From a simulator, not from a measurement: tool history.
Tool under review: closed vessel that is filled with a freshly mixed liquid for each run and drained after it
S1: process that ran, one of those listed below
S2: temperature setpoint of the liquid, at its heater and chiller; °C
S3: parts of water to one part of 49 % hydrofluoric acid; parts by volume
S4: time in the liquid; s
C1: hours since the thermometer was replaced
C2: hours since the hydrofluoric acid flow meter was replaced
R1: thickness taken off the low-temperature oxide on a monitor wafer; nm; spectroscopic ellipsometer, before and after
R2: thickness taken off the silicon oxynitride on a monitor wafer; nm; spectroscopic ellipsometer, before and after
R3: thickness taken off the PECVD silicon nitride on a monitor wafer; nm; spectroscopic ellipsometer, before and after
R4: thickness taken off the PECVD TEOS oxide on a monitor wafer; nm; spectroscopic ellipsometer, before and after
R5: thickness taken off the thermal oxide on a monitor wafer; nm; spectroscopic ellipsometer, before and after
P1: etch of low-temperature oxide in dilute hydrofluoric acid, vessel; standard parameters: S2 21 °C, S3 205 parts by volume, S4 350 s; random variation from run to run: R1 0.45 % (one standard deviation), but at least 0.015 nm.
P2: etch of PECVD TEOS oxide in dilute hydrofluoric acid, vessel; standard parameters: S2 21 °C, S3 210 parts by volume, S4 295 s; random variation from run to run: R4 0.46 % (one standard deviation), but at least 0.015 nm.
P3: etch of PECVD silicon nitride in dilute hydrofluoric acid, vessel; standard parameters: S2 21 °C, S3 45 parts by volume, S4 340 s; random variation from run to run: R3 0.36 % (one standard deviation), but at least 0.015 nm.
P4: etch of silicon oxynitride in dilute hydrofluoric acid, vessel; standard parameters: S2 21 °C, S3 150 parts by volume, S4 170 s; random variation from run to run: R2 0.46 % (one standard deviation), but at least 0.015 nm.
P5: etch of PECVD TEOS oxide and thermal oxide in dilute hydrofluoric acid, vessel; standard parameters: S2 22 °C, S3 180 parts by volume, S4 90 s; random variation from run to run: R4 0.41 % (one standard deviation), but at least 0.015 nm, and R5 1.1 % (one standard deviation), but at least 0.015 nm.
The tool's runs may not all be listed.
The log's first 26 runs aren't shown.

run,hour,S1,S2,S3,S4,C1,C2,R1,R2,R3,R4,R5
27,140.1,P2,26.5,210,295,68.3,1021,,,,14.486,
28,145,P1,21,205,350,73.2,1025.9,24.56,,,,
29,148.6,P1,29,205,350,76.8,1029.5,32.462,,,,
30,151.9,P3,21,20,340,80.1,1032.8,,,67.424,,
31,158.3,P2,21,345,295,86.5,1039.2,,,,6.2712,
32,165.4,P1,17,205,350,93.6,1046.3,20.936,,,,
33,169.9,P4,26,150,170,98.1,1050.8,,5.2764,,,
34,173.8,P1,21,205,350,102,1054.7,24.482,,,,

What does the tool deliver on the next run?
35,179.5,P1,21,205,350,107.7,1060.4,?,,,,

{"run 35": {"R1": 23.662}}
